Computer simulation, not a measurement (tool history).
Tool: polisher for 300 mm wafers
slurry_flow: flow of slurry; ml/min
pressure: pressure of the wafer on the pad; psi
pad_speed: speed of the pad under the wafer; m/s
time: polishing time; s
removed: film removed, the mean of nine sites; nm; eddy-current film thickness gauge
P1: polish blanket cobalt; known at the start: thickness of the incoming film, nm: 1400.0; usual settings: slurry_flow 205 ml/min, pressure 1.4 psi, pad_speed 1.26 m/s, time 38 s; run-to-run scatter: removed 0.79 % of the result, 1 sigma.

| run | hour | slurry_flow | pressure | pad_speed | time | wafers polished on this pad | hours since the slurry nozzle was cleaned | hours since the head pressure was calibrated | removed |
|---|---|---|---|---|---|---|---|---|---|
| 1 | 6.8 | 205 | 1.4 | 1.26 | 38 | 914 | 142.2 | 522.1 | 187.370 |
| 2 | 16.1 | 205 | 1.4 | 1.26 | 38 | 981 | 151.5 | 531.4 | 185.930 |
| 3 | 22.8 | 205 | 1.4 | 0.64 | 38 | 1029 | 158.2 | 538.1 | 93.121 |
|  | 29.0 | worn pad replaced by a new one |
| 4 | 36.0 | 205 | 1.4 | 1.26 | 38 | 50 | 171.4 | 551.3 | 184.320 |
| 5 | 44.8 | 205 | 1.4 | 1.26 | 38 | 113 | 180.2 | 560.1 | 184.870 |
| 6 | 56.1 | 205 | 1.4 | 1.64 | 19 | 194 | 191.5 | 571.4 | 121.650 |
| 7 | 64.7 | 205 | 2.2 | 1.26 | 38 | 255 | 200.1 | 580.0 | 291.060 |
| 8 | 77.8 | 280 | 1.4 | 1.26 | 38 | 349 | 213.2 | 593.1 | 189.900 |
| 9 | 91.2 | 205 | 0.8 | 1.26 | 28 | 444 | 226.6 | 606.5 | 77.135 |
| 10 | 100.6 | 205 | 1.4 | 1.86 | 38 | 512 | 236.0 | 615.9 | 277.860 |
| 11 | 111.9 | 205 | 1.4 | 1.26 | 38 | 592 | 247.3 | 627.2 | 186.310 |
| 12 | 119.3 | 205 | 1.4 | 1.26 | 19 | 645 | 254.7 | 634.6 | 92.763 |
| 13 | 131.3 | 205 | 1.4 | 0.88 | 51 | 731 | 266.7 | 646.6 | 173.810 |
| 14 | 143.1 | 125 | 1.4 | 1.26 | 38 | 815 | 278.5 | 658.4 | 172.820 |

Forecast run 15:
|  | 144.6 | head pressure recalibrated |
| 15 | 152.5 | 205 | 0.9 | 1.26 | 38 | 882 | 287.9 | 7.9 | ? |

{"run 15": {"removed": 119.0}}
